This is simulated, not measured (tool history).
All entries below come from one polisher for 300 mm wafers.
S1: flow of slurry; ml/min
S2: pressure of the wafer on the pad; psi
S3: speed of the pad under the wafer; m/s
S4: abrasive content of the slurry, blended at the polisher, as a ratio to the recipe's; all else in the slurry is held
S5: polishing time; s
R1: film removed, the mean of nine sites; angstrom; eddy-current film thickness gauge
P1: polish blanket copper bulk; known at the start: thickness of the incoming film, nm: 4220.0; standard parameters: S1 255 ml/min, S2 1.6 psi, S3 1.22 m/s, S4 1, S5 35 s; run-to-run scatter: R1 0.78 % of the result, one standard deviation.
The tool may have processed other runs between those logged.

| run | hour | S1 | S2 | S3 | S4 | S5 | R1 |
|---|---|---|---|---|---|---|---|
| 1 | 9.2 | 255 | 1.6 | 1.22 | 1 | 35 | 1843.4 |
| 2 | 23.2 | 255 | 0.8 | 1.22 | 1 | 35 | 944.48 |
| 3 | 35.2 | 255 | 1.6 | 1.22 | 1 | 16 | 845.83 |
| 4 | 46.2 | 155 | 1.6 | 1.22 | 1 | 35 | 1738.8 |
| 5 | 59.9 | 255 | 1.6 | 1.22 | 1 | 35 | 1864.3 |
| 6 | 67.9 | 255 | 1.6 | 0.54 | 1 | 35 | 828.34 |
| 7 | 77.7 | 255 | 1.6 | 1.62 | 1 | 35 | 2466.5 |
| 8 | 85.6 | 360 | 1.6 | 1.22 | 1 | 35 | 1933.5 |
| 9 | 97.2 | 255 | 1.6 | 1.22 | 0.5 | 35 | 1589 |
| 10 | 111.3 | 255 | 1.6 | 1.22 | 1.45 | 35 | 1997.1 |
| 11 | 120.8 | 255 | 1.6 | 1.22 | 1 | 35 | 1842.1 |
| 12 | 137.2 | 255 | 1.6 | 1.22 | 1 | 44 | 2347 |
| 13 | 145.3 | 255 | 2.3 | 1.22 | 1 | 35 | 2661.8 |
| 14 | 159.6 | 255 | 1.6 | 1.22 | 1 | 35 | 1851.1 |
| 15 | 176.3 | 255 | 1.6 | 1.64 | 1 | 47 | 3337.9 |
| 16 | 190.6 | 255 | 1.6 | 1.22 | 1 | 35 | 1878.8 |
| 17 | 200.3 | 255 | 1.6 | 1.22 | 1 | 35 | 1828.7 |
| 18 | 214.8 | 255 | 1.6 | 1.22 | 1 | 35 | 1856.3 |
| 19 | 225 | 255 | 1.6 | 1.22 | 1 | 35 | 1807.3 |
| 20 | 239.6 | 255 | 1.6 | 1.22 | 1 | 35 | 1766.4 |
| 21 | 249 | 255 | 1.6 | 1.22 | 1 | 35 | 1765.5 |
|  | 254.9 | worn pad replaced by a new one |
| 22 | 258.9 | 255 | 1.6 | 1.22 | 1 | 35 | 1750.4 |
|  | 268.9 | slurry blender recalibrated |
| 23 | 272 | 255 | 1.6 | 1.22 | 1 | 35 | 1762.9 |
| 24 | 287 | 255 | 1.6 | 1.22 | 1 | 35 | 1735.7 |

The log shows P1 creeping away from where it was. Any of the 2 causes listed here, at the size stated for it, fits the log just as well as the others:
A: slurry flow missing at the pad, % = 34.1
B: head's pressure below its setpoint, % = 5.18
The process output started creeping at around hour 214.8.
Ruled out, with reasons:
removal rate lost through wear of the pad, %: serviced at hour 254.9, which brought nothing back
abrasive missing from the slurry, %: serviced at hour 268.9, which brought nothing back

Consider the 4 check runs below, whose results appear as question marks and each of which averages 5 wafers. Which one distinguishes the causes, in that each cause would give it a clearly different result?
| check 1 | 302 | 155 | 1.6 | 1.22 | 0.55 | 35 | ? |
| check 2 | 302 | 255 | 1.6 | 1.22 | 1.45 | 42 | ? |
| check 3 | 302 | 255 | 1.6 | 0.74 | 1 | 17 | ? |
| check 4 | 302 | 255 | 1.6 | 0.64 | 1 | 17 | ? |

Predicted outcomes, by check and by cause:
| check | result | if A | if B |
|---|---|---|---|
| check 1 | R1 | 1411.9 | 1456.5 |
| check 2 | R1 | 2291.8 | 2291.8 |
| check 3 | R1 | 518.69 | 518.69 |
| check 4 | R1 | 448.6 | 448.6 |
Gap, in per cent, between the two causes that each check separates least, read from the result that separates them most: check 1 3.11 %; check 2 0 %; check 3 0 %; check 4 0 %
The causes can be told apart only by check 1. The other checks would give nearly the same results under each of them.

With check 1 done, the readings were: R1 1446 angstrom. Identify which of the listed causes applies.

The cause is B: head's pressure below its setpoint, %.
